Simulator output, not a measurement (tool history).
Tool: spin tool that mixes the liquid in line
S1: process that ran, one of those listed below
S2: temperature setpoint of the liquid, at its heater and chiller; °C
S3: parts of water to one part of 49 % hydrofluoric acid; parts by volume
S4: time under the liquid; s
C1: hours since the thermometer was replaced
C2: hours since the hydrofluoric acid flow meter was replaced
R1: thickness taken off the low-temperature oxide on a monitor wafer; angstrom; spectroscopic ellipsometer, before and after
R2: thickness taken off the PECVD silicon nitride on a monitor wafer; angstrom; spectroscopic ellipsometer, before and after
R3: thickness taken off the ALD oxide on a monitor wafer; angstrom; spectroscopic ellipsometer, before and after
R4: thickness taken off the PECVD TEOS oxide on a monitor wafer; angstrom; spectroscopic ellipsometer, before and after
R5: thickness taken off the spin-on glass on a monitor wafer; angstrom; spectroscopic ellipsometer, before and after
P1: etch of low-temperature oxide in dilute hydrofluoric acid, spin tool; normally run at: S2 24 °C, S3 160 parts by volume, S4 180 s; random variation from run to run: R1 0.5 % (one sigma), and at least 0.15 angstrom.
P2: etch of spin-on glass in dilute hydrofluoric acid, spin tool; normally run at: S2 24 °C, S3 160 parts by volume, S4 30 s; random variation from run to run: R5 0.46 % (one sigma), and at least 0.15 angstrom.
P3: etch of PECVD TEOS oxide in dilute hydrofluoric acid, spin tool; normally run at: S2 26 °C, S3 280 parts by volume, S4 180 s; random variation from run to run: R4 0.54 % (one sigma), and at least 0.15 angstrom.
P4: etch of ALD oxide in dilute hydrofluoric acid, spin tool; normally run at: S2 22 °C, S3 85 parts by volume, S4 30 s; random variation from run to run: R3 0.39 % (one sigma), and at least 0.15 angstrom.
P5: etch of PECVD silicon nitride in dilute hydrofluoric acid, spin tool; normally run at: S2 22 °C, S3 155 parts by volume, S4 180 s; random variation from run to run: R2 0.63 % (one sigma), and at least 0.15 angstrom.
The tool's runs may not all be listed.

{"run": 1, "hour": 4.3, "S1": "P1", "S2": 24, "S3": 160, "S4": 180, "C1": 999.6, "C2": 930, "R1": 193.35}
{"run": 2, "hour": 7.9, "S1": "P1", "S2": 24, "S3": 160, "S4": 180, "C1": 1003.2, "C2": 933.6, "R1": 194.6}
{"run": 3, "hour": 11.3, "S1": "P1", "S2": 24, "S3": 265, "S4": 180, "C1": 1006.6, "C2": 937, "R1": 105.56}
{"run": 4, "hour": 16.1, "S1": "P5", "S2": 22, "S3": 215, "S4": 180, "C1": 1011.4, "C2": 941.8, "R2": 31.362}
{"run": 5, "hour": 20.9, "S1": "P4", "S2": 22, "S3": 55, "S4": 30, "C1": 1016.2, "C2": 946.6, "R3": 127.03}
{"run": 6, "hour": 24.7, "S1": "P3", "S2": 26, "S3": 280, "S4": 180, "C1": 1020, "C2": 950.4, "R4": 74.932}
{"run": 7, "hour": 27.9, "S1": "P1", "S2": 17.5, "S3": 160, "S4": 180, "C1": 1023.2, "C2": 953.6, "R1": 152.21}
{"run": 8, "hour": 30.5, "S1": "P1", "S2": 24, "S3": 160, "S4": 90, "C1": 1025.8, "C2": 956.2, "R1": 96.879}
{"run": 9, "hour": 34.2, "S1": "P4", "S2": 22, "S3": 85, "S4": 60, "C1": 1029.5, "C2": 959.9, "R3": 160.53}
{"run": 10, "hour": 38.5, "S1": "P4", "S2": 28, "S3": 85, "S4": 30, "C1": 1033.8, "C2": 964.2, "R3": 100.7}
{"run": 11, "hour": 43.0, "S1": "P2", "S2": 24, "S3": 160, "S4": 30, "C1": 1038.3, "C2": 968.7, "R5": 105.8}
{"run": 12, "hour": 47.8, "S1": "P3", "S2": 20.5, "S3": 280, "S4": 180, "C1": 1043.1, "C2": 973.5, "R4": 61.564}
{"run": 13, "hour": 52.4, "S1": "P1", "S2": 24, "S3": 160, "S4": 180, "C1": 1047.7, "C2": 978.1, "R1": 193.46}
{"run": 14, "hour": 56.4, "S1": "P1", "S2": 24, "S3": 160, "S4": 180, "C1": 1051.7, "C2": 982.1, "R1": 195.1}
{"run": 15, "hour": 61.4, "S1": "P5", "S2": 22, "S3": 155, "S4": 180, "C1": 1056.7, "C2": 987.1, "R2": 43.586}
{"run": 16, "hour": 65.8, "S1": "P5", "S2": 22, "S3": 155, "S4": 20, "C1": 1061.1, "C2": 991.5, "R2": 4.7843}
{"run": 17, "hour": 68.9, "S1": "P1", "S2": 24, "S3": 160, "S4": 180, "C1": 1064.2, "C2": 994.6, "R1": 196.56}
{"run": 18, "hour": 71.7, "S1": "P3", "S2": 26, "S3": 45, "S4": 180, "C1": 1067, "C2": 997.4, "R4": 617.13}
{"run": 19, "hour": 75.8, "S1": "P2", "S2": 29, "S3": 160, "S4": 30, "C1": 1071.1, "C2": 1001.5, "R5": 126.97}
{"run": 20, "hour": 80.1, "S1": "P5", "S2": 30.5, "S3": 155, "S4": 180, "C1": 1075.4, "C2": 1005.8, "R2": 74.47}
{"run": 21, "hour": 82.8, "S1": "P1", "S2": 24, "S3": 95, "S4": 85, "C1": 1078.1, "C2": 1008.5, "R1": 168.1}
{"run": 22, "hour": 85.8, "S1": "P2", "S2": 24, "S3": 290, "S4": 30, "C1": 1081.1, "C2": 1011.5, "R5": 50.742}
{"run": 23, "hour": 90.9, "S1": "P1", "S2": 24, "S3": 160, "S4": 280, "C1": 1086.2, "C2": 1016.6, "R1": 301.54}
{"run": 24, "hour": 95.0, "S1": "P4", "S2": 22, "S3": 85, "S4": 30, "C1": 1090.3, "C2": 1020.7, "R3": 79.359}
{"run": 25, "hour": 98.4, "S1": "P1", "S2": 32, "S3": 160, "S4": 180, "C1": 1093.7, "C2": 1024.1, "R1": 257.58}
{"run": 26, "hour": 102.4, "S1": "P5", "S2": 22, "S3": 155, "S4": 180, "C1": 1097.7, "C2": 1028.1, "R2": 43.531}
{"run": 27, "hour": 105.3, "S1": "P2", "S2": 24, "S3": 160, "S4": 15, "C1": 1100.6, "C2": 1031, "R5": 52.649}
{"run": 28, "hour": 109.1, "S1": "P1", "S2": 24, "S3": 65, "S4": 180, "C1": 1104.4, "C2": 1034.8, "R1": 536.73}
{"run": 29, "hour": 114.0, "S1": "P3", "S2": 26, "S3": 280, "S4": 60, "C1": 1109.3, "C2": 1039.7, "R4": 25.214}
{"run": 30, "hour": 117.3, "S1": "P2", "S2": 24, "S3": 160, "S4": 30, "C1": 1112.6, "C2": 1043, "R5": 106.23}
{"run": 31, "hour": 122.5, "S1": "P1", "S2": 24, "S3": 160, "S4": 180, "C1": 1117.8, "C2": 1048.2, "R1": 195.47}

Run 32 comes next. What will it give?
{"run": 32, "hour": 127.1, "S1": "P1", "S2": 24, "S3": 160, "S4": 180, "C1": 1122.4, "C2": 1052.8, "R1": "?"}

R1: 199.9 angstrom

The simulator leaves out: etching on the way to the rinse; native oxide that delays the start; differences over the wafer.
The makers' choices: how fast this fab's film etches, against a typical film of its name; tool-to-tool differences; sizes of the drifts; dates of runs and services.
